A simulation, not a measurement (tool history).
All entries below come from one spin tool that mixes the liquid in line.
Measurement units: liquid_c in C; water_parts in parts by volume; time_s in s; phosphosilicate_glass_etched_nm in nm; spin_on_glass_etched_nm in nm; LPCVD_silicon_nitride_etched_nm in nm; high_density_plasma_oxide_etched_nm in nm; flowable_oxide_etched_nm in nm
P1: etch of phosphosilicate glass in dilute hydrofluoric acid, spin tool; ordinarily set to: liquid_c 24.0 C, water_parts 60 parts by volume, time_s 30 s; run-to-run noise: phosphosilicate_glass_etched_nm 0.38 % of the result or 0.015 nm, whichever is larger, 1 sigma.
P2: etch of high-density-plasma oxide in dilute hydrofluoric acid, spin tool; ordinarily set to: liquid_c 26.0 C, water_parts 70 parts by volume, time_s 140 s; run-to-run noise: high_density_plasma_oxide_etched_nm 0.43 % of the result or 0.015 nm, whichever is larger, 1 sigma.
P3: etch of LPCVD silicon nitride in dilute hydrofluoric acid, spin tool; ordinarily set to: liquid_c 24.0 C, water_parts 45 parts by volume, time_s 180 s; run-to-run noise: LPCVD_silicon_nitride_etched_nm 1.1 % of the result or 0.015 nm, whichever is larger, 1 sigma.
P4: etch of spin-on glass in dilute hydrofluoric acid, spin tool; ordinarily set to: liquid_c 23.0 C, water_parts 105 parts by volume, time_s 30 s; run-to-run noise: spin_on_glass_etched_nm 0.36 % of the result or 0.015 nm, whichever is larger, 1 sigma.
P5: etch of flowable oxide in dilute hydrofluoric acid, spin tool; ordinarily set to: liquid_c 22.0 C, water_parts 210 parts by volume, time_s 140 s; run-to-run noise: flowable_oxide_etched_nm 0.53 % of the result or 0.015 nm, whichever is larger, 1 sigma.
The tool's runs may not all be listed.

run,day,process,liquid_c,water_parts,time_s,phosphosilicate_glass_etched_nm,spin_on_glass_etched_nm,LPCVD_silicon_nitride_etched_nm,high_density_plasma_oxide_etched_nm,flowable_oxide_etched_nm
1,0.138,P1,24.0,60,30,98.502,,,,
2,0.233,P1,29.0,30,30,252.480,,,,
3,0.346,P4,23.0,105,30,,11.8800,,,
4,0.517,P3,24.0,75,180,,,1.0384,,
5,0.604,P4,23.0,105,15,,5.9195,,,
6,0.771,P1,24.0,60,30,98.638,,,,
7,0.858,P2,26.0,70,275,,,,33.0300,
8,0.996,P1,24.0,100,30,55.966,,,,
9,1.100,P1,31.5,60,30,132.760,,,,
10,1.238,P5,22.0,210,140,,,,,37.756
11,1.417,P2,26.0,70,140,,,,16.7280,
12,1.504,P5,22.0,210,140,,,,,37.465
13,1.646,P4,23.0,140,30,,8.5360,,,
14,1.850,P3,24.0,45,325,,,3.1444,,
15,1.996,P5,22.0,210,225,,,,,60.504
16,2.196,P1,24.0,30,30,204.850,,,,
17,2.321,P5,22.0,45,140,,,,,211.920
18,2.525,P3,20.5,45,180,,,1.3596,,
19,2.679,P4,17.0,105,30,,9.2387,,,
20,2.775,P3,24.0,45,180,,,1.7151,,
21,2.871,P1,24.0,60,15,49.204,,,,
22,2.979,P3,24.0,45,180,,,1.7354,,
23,3.112,P5,27.0,210,140,,,,,45.100
24,3.258,P1,27.5,85,30,77.215,,,,
# day 3.354: hydrofluoric acid flow meter replaced
25,3.412,P2,19.0,70,140,,,,12.4610,
26,3.617,P1,24.0,60,30,98.447,,,,
27,3.767,P1,24.0,60,30,98.464,,,,
28,3.875,P1,24.0,60,30,98.922,,,,
29,4.058,P1,19.0,60,30,80.390,,,,
30,4.200,P1,27.5,60,15,56.712,,,,
31,4.308,P2,26.0,115,140,,,,9.6299,
32,4.504,P1,24.0,60,60,194.920,,,,
33,4.704,P1,24.0,60,30,99.111,,,,
34,4.792,P1,24.0,60,30,101.390,,,,
35,4.892,P1,24.0,60,30,103.990,,,,
36,5.067,P1,24.0,60,30,105.010,,,,
37,5.175,P1,24.0,60,30,105.050,,,,
38,5.375,P1,24.0,60,30,106.910,,,,
39,5.475,P1,24.0,60,30,106.190,,,,

What P1 gives has crept away from where it was. These 2 causes fit the log equally well, each at the size given:
A: hydrofluoric acid flow above the setpoint (%) = 7.56
B: liquid hotter than its thermometer reads (K) = 1.94
The gradual shift began around day 4.704.

Consider the 4 check runs below, whose results appear as question marks and each of which averages 3 wafers. Which one distinguishes the causes, in that each cause would give it a clearly different result?
check 1,5.575,P5,22.0,45,140,,,,,?
check 2,5.575,P4,17.0,105,30,,?,,,
check 3,5.575,P2,21.5,70,140,,,,?,
check 4,5.575,P3,24.0,65,295,,,?,,

What each check would give under each cause:
check,result,if A,if B
check 1,flowable_oxide_etched_nm,229.240,230.150
check 2,spin_on_glass_etched_nm,10.0020,10.0060
check 3,high_density_plasma_oxide_etched_nm,15.0690,15.0800
check 4,LPCVD_silicon_nitride_etched_nm,2.1401,2.2664
Separation of the two closest causes in each check, using whichever result separates them best: check 1 0.4 %; check 2 0.04 %; check 3 0.08 %; check 4 5.73 %
The causes can be told apart only by check 4. The other checks would give nearly the same results under each of them.

The results of check 4 are: LPCVD_silicon_nitride_etched_nm 2.1417 nm. Based on these, which of the listed causes is it?

Of the candidate causes, it is A: hydrofluoric acid flow above the setpoint (%).

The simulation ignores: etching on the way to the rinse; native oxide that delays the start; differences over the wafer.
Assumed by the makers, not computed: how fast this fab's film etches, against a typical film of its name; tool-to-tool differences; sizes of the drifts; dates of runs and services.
